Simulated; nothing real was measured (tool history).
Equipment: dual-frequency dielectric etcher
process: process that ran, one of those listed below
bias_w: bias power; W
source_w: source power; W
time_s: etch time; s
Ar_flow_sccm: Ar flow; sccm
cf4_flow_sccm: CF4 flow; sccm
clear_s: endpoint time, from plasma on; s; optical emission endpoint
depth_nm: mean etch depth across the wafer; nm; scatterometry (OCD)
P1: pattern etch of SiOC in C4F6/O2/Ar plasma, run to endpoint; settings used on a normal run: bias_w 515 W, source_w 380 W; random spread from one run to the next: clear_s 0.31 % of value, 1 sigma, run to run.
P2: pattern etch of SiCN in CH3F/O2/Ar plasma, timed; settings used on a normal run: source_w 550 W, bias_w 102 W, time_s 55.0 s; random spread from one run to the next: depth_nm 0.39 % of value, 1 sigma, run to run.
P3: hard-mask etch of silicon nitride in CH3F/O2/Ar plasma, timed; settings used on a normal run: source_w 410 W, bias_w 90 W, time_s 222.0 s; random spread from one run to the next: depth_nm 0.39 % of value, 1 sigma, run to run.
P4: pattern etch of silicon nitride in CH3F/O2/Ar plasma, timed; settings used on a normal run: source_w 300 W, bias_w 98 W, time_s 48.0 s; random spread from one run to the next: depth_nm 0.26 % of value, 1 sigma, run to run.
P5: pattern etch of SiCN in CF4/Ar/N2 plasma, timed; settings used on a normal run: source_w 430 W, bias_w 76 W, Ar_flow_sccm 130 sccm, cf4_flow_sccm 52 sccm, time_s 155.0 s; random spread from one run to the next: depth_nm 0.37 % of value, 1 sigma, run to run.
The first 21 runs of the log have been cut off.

run   hour  process  bias_w  source_w  time_s  Ar_flow_sccm  cf4_flow_sccm  clear_s  depth_nm
 22   66.8       P5      76       570   155.0           130             52            151.090
 23   70.7       P1     515       380                                        12.303
 24   72.9       P5      76       430   214.0           130             52            162.880
 25   75.6       P1     515       380                                        12.308
 26   77.6       P1     316       230                                        17.684
 27   79.5       P2     102       550    73.5                                          35.138
 28   81.9       P1     515       510                                        11.064
 29   85.3       P2     102       720    55.0                                          29.238
 30   87.3       P3      90       510   222.0                                         180.030
 31   90.5       P5      56       430   155.0           130             52            105.100
 32   94.0       P1     329       380                                        14.471
 33   97.0       P5      76       430   155.0            95             52            124.130
 34   99.5       P4      98       420    48.0                                          37.407
 35  102.9       P1     515       380                                        12.323

Expected results for the next run?
 36  105.6       P1     515       380                                             ?

clear_s: 12.206 s
